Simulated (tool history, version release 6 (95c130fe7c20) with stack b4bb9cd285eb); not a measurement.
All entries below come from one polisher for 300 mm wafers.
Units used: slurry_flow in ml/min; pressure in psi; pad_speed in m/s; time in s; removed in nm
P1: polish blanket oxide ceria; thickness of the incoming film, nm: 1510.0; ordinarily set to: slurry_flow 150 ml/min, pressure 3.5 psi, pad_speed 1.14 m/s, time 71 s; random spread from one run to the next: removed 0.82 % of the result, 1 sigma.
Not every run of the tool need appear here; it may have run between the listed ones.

run,hour,slurry_flow,pressure,pad_speed,time,wafers polished on this pad,hours since the slurry nozzle was cleaned,hours since the head pressure was calibrated,removed
1,4.7,150,3.5,1.14,71,1091,38.4,137.4,464.24
2,11.4,150,3.5,1.72,52,1142,45.1,144.1,507.75
3,17.9,150,3.5,1.14,100,1192,51.6,150.6,664.15
4,26.2,150,3.5,1.68,71,1256,59.9,158.9,685.51
5,32.6,150,3.5,1.14,71,1305,66.3,165.3,465.37
6,37.7,150,1.6,1.14,71,1344,71.4,170.4,212.27
7,42.1,150,3.5,1.14,32,1378,75.8,174.8,212.14
8,46.8,90,3.5,1.14,71,1414,80.5,179.5,419.88
9,55.2,150,3.5,1.14,71,1478,88.9,187.9,468.98
10,60.1,150,3.5,1.14,71,1516,93.8,192.8,471.73
11,66.5,150,3.5,0.68,71,1565,100.2,199.2,278.79
12,73.0,150,3.5,1.14,71,1615,106.7,205.7,466.78
13,79.7,150,5.3,1.14,71,1666,113.4,212.4,712.28
14,84.9,210,3.5,1.14,71,1706,118.6,217.6,492.08
15,90.0,90,3.5,1.48,71,1745,123.7,222.7,541.87
16,98.4,150,3.5,1.14,71,1810,132.1,231.1,469.69
17,103.3,150,3.5,1.14,71,1848,137.0,236.0,453.23
18,109.3,150,3.5,1.14,71,1894,143.0,242.0,441.36
19,115.1,150,3.5,1.14,71,1938,148.8,247.8,436.52
20,120.0,150,3.5,1.14,71,1976,153.7,252.7,426.68
# hour 124.3: worn pad replaced by a new one
21,125.0,150,3.5,1.14,71,5,158.7,257.7,431.47
22,130.3,150,3.5,1.14,71,46,164.0,263.0,427.70
23,134.9,150,3.5,1.14,71,81,168.6,267.6,431.69

Run 24, settings as shown, results not yet in. Your forecast:
24,140.8,150,3.5,1.14,71,126,174.5,273.5,?

removed: 418.33 nm
